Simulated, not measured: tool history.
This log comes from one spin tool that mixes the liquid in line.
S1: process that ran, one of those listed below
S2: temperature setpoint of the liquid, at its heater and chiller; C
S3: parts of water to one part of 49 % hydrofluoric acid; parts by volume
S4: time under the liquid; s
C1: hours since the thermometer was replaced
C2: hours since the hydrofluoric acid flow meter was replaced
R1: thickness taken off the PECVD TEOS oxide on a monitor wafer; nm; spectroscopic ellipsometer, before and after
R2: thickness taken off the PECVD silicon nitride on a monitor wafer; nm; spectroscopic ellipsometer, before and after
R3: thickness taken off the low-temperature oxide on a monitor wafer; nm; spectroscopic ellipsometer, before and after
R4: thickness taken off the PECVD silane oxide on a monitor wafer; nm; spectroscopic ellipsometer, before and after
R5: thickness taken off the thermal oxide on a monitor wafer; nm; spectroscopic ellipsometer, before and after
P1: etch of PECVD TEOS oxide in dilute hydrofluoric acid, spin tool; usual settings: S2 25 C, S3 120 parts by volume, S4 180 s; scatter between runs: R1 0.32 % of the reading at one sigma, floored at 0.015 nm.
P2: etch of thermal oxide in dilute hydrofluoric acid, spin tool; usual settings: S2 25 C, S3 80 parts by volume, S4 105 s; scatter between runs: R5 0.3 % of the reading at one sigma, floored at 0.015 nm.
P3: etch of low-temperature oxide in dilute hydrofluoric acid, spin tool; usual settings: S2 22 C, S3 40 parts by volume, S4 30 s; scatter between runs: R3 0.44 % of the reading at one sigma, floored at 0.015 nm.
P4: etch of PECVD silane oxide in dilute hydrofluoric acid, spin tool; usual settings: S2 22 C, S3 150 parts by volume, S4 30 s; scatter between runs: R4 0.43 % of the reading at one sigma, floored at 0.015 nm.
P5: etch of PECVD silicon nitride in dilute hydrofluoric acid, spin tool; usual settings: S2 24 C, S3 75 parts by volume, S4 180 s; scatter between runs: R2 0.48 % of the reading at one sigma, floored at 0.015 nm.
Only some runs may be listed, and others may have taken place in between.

run	hour	S1	S2	S3	S4	C1	C2	R1	R2	R3	R4	R5
1	5.2	P1	25	120	180	1082.6	248.7	13.378				
2	10.8	P1	25	205	180	1088.2	254.3	7.1371				
3	14.8	P1	25	120	180	1092.2	258.3	13.416				
4	19.5	P5	31.5	75	180	1096.9	263		8.06			
5	22.6	P3	22	75	30	1100	266.1			7.2793		
6	26	P4	22	220	30	1103.4	269.5				4.2283	
7	29.1	P1	25	120	180	1106.5	272.6	13.445				
8	33	P4	17	150	30	1110.4	276.5				5.484	
9	37.4	P1	25	120	180	1114.8	280.9	13.364				
10	41.3	P5	24	20	180	1118.7	284.8		17.935			
11	46.8	P3	22	40	50	1124.2	290.3			23.775		
12	52.9	P1	18.5	120	285	1130.3	296.4	16.383				
13	57.8	P4	22	150	60	1135.2	301.3				13.374	
14	61.8	P5	24	75	180	1139.2	305.3		5.0341			
15	65.7	P1	25	120	305	1143.1	309.2	22.841				
16	69.4	P1	25	120	65	1146.8	312.9	4.8339				
17	75.3	P1	25	65	180	1152.7	318.8	26.551				
18	78.5	P1	25	120	180	1155.9	322	13.431				
19	84.6	P5	24	75	30	1162	328.1		0.83381			
20	90.2	P4	22	150	30	1167.6	333.7				6.7286	
21	96.1	P2	25	140	105	1173.5	339.6					3.5353
22	100.4	P2	25	80	20	1177.8	343.9					1.2635
23	103.5	P1	25	120	180	1180.9	347	13.42				
24	108.7	P2	32	80	105	1186.1	352.2					8.7602
25	112.8	P3	30	40	30	1190.2	356.3			19.636		
26	116.4	P1	19	120	180	1193.8	359.9	10.55				
27	122.7	P2	25	80	105	1200.1	366.2					6.6635
28	128.6	P3	22	40	30	1206	372.1			14.194		
29	134.7	P1	32.5	120	180	1212.1	378.2	17.747				
30	140.3	P1	25	120	180	1217.7	383.8	13.393				
31	143.9	P1	25	120	180	1221.3	387.4	13.69				
32	147.9	P1	25	120	180	1225.3	391.4	13.957				
33	153	P1	25	120	180	1230.4	396.5	14.231				
34	158.6	P1	25	120	180	1236	402.1	14.316				
35	164.4	P1	25	120	180	1241.8	407.9	14.338				
36	167.6	P1	25	120	180	1245	411.1	14.38				
37	171.7	P1	25	120	180	1249.1	415.2	14.372				
38	177.9	P1	25	120	180	1255.3	421.4	14.481				
39	182.5	P1	25	120	180	1259.9	426	14.448				
40	185.8	P1	25	120	180	1263.2	429.3	14.484				
41	191.2	P1	25	120	180	1268.6	434.7	14.556				

Something has made what P1 gives creep away from where it was; the 2 causes below, each at its own stated size, fit the log equally well:
A: liquid hotter than its thermometer reads (K) = 2.03
B: hydrofluoric acid flow above the setpoint (%) = 7.03
Creep in the process output first set in at about hour 140.3.

The check runs listed below each take one wafer, and their results are still question marks. Under which run would the listed causes lead to clearly different results?
check 1	196.6	P3	30	55	30					?		
check 2	196.6	P4	17	150	60						?	
check 3	196.6	P2	25	135	45							?
check 4	196.6	P5	24	30	180				?			

How each check would come out, cause by cause:
check	result	if A	if B
check 1	R3	15.175	15.096
check 2	R4	11.895	11.837
check 3	R5	1.7036	1.7066
check 4	R2	14.012	13.042
Distance between the nearest two causes, measured in the result of the check that separates them most: check 1 0.52 %; check 2 0.49 %; check 3 0.17 %; check 4 7.17 %
Of the check runs offered, only check 4 discriminates between the causes; the rest would read about the same regardless of which cause applies.

Check 4 was carried out, with these results: R2 13.902 nm. Which of the listed causes is responsible?

The cause is A: liquid hotter than its thermometer reads (K).
